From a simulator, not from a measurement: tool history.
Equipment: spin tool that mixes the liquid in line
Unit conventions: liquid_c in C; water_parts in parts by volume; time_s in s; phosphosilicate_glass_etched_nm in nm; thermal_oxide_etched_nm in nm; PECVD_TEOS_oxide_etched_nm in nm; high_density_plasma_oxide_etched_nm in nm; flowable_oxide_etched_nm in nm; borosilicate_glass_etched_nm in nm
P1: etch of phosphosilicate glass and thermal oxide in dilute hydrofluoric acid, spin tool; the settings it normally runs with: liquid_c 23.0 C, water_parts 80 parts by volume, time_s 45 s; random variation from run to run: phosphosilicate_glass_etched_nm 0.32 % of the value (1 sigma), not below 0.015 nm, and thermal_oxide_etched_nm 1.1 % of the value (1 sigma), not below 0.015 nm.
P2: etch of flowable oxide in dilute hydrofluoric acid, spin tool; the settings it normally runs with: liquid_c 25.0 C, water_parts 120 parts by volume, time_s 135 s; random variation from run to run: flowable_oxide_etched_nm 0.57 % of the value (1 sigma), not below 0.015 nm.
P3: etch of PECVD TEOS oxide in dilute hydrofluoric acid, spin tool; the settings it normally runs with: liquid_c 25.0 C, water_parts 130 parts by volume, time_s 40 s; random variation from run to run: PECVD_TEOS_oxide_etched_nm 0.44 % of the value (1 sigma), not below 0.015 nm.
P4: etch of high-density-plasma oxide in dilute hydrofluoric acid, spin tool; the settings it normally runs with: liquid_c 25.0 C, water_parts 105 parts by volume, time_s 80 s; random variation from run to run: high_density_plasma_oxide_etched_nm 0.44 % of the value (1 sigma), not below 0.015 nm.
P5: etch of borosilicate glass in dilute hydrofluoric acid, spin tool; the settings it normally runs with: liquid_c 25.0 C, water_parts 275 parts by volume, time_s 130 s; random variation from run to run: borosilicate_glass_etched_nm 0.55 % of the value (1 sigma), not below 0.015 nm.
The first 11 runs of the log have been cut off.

run   hour  process  liquid_c  water_parts  time_s  phosphosilicate_glass_etched_nm  thermal_oxide_etched_nm  PECVD_TEOS_oxide_etched_nm  high_density_plasma_oxide_etched_nm  flowable_oxide_etched_nm  borosilicate_glass_etched_nm
 12  122.0       P1      23.0           35      80                          175.050                 11.39800
 13  129.1       P5      25.0          275      35                                                                                                                                                                             2.5411
 14  140.3       P5      25.0          465     130                                                                                                                                                                             4.6831
 15  147.1       P1      23.0           80      45                           40.573                  2.57240
 16  157.8       P1      17.0           80      15                           10.525                  0.67820
 17  164.3       P1      23.0          120      45                           25.800                  1.63390
 18  171.2       P4      25.0           40      80                                                                                                                    13.5950
 19  177.5       P4      25.0          105      15                                                                                                                     0.8944
 20  185.3       P5      25.0          275     130                                                                                                                                                                             9.4356
 21  192.4       P2      25.0          120     235                                                                                                                                               59.898
 22  205.6       P2      18.0          120     135                                                                                                                                               26.265
 23  215.4       P1      23.0           80      15                           13.551                  0.87071
 24  228.1       P1      17.0           80      45                           31.651                  1.97330
 25  237.2       P3      25.0          130      40                                                                                6.9826
 26  243.2       P2      25.0          120     135                                                                                                                                               34.093
 27  255.2       P4      19.5          105      80                                                                                                                     3.8142
 28  268.3       P5      21.0          275     130                                                                                                                                                                             8.1611
 29  280.1       P4      25.0          105      80                                                                                                                     4.7241
 30  292.2       P1      23.0           80      45                           40.491                  2.61320
 31  301.7       P3      18.0          130      40                                                                                5.3320
 32  309.9       P1      23.0           80      45                           40.498                  2.56440

Forecast run 33:
 33  317.4       P1      23.0           80      45                                ?                        ?

phosphosilicate_glass_etched_nm: 40.492 nm
thermal_oxide_etched_nm: 2.59430 nm
